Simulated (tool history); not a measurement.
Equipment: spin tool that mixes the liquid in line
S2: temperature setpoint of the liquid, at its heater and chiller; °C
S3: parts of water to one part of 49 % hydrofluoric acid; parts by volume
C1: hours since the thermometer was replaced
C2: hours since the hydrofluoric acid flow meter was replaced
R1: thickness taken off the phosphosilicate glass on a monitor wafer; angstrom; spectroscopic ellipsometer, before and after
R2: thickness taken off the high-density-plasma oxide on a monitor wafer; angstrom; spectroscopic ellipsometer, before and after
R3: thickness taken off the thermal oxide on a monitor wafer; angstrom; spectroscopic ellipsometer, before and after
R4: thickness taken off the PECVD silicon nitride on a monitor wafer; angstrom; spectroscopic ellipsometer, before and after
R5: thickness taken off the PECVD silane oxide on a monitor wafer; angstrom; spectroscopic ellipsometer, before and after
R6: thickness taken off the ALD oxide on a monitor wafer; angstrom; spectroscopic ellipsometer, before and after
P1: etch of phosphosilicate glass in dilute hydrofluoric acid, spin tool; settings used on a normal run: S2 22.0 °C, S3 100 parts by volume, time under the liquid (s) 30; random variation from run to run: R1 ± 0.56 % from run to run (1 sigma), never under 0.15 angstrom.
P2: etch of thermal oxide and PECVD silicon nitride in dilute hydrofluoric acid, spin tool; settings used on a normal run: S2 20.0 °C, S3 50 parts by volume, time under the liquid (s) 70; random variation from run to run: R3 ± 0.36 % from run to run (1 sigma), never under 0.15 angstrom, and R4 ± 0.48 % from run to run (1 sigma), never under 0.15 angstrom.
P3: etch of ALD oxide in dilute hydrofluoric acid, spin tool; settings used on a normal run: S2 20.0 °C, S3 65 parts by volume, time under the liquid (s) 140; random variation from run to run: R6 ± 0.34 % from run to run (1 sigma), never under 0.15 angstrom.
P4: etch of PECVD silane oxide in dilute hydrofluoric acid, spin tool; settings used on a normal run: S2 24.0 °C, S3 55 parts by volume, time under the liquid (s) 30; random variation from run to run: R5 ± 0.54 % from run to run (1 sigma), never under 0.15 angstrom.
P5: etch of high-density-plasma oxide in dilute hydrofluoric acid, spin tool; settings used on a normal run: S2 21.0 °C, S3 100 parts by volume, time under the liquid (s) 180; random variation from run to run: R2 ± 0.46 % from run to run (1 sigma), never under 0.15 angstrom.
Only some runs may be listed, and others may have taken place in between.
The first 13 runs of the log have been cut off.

Run 14, hour 127.8: process that ran P1, S2 22.0 °C, S3 100 parts by volume, time under the liquid (s) 30; C1 225.4; C2 406.2. Result: R1 544.64 angstrom.
Run 15, hour 134.0: process that ran P3, S2 20.0 °C, S3 65 parts by volume, time under the liquid (s) 205; C1 231.6; C2 412.4. Result: R6 563.95 angstrom.
Run 16, hour 139.9: process that ran P4, S2 24.0 °C, S3 55 parts by volume, time under the liquid (s) 30; C1 237.5; C2 418.3. Result: R5 201.62 angstrom.
Run 17, hour 146.5: process that ran P2, S2 20.0 °C, S3 20 parts by volume, time under the liquid (s) 70; C1 244.1; C2 424.9. Result: R3 153.660 angstrom, R4 143.920 angstrom.
Run 18, hour 154.7: process that ran P4, S2 24.0 °C, S3 55 parts by volume, time under the liquid (s) 30; C1 252.3; C2 433.1. Result: R5 202.00 angstrom.
Run 19, hour 163.2: process that ran P3, S2 20.0 °C, S3 65 parts by volume, time under the liquid (s) 140; C1 260.8; C2 441.6. Result: R6 383.59 angstrom.
Run 20, hour 174.9: process that ran P1, S2 22.0 °C, S3 100 parts by volume, time under the liquid (s) 30; C1 272.5; C2 453.3. Result: R1 546.43 angstrom.
Run 21, hour 186.0: process that ran P1, S2 22.0 °C, S3 40 parts by volume, time under the liquid (s) 30; C1 283.6; C2 464.4. Result: R1 1477.00 angstrom.
Run 22, hour 197.7: process that ran P5, S2 21.0 °C, S3 100 parts by volume, time under the liquid (s) 275; C1 295.3; C2 476.1. Result: R2 184.58 angstrom.
Run 23, hour 205.4: process that ran P4, S2 24.0 °C, S3 55 parts by volume, time under the liquid (s) 60; C1 303.0; C2 483.8. Result: R5 400.55 angstrom.
Run 24, hour 212.1: process that ran P1, S2 22.0 °C, S3 100 parts by volume, time under the liquid (s) 15; C1 309.7; C2 490.5. Result: R1 274.71 angstrom.
Run 25, hour 218.2: process that ran P1, S2 25.5 °C, S3 100 parts by volume, time under the liquid (s) 60; C1 315.8; C2 496.6. Result: R1 1254.40 angstrom.
At hour 221.3: thermometer replaced.
Run 26, hour 229.1: process that ran P1, S2 17.0 °C, S3 100 parts by volume, time under the liquid (s) 30; C1 7.9; C2 507.5. Result: R1 444.60 angstrom.
Run 27, hour 239.8: process that ran P1, S2 22.0 °C, S3 100 parts by volume, time under the liquid (s) 30; C1 18.6; C2 518.2. Result: R1 546.74 angstrom.
Run 28, hour 250.9: process that ran P1, S2 22.0 °C, S3 100 parts by volume, time under the liquid (s) 55; C1 29.7; C2 529.3. Result: R1 1010.70 angstrom.

Run 29 comes next. What will it give?
At hour 253.8: hydrofluoric acid flow meter replaced.
Run 29, hour 257.6: process that ran P5, S2 21.0 °C, S3 35 parts by volume, time under the liquid (s) 180; C1 36.4; C2 3.8. Result: R2 ?.

R2: 376.11 angstrom

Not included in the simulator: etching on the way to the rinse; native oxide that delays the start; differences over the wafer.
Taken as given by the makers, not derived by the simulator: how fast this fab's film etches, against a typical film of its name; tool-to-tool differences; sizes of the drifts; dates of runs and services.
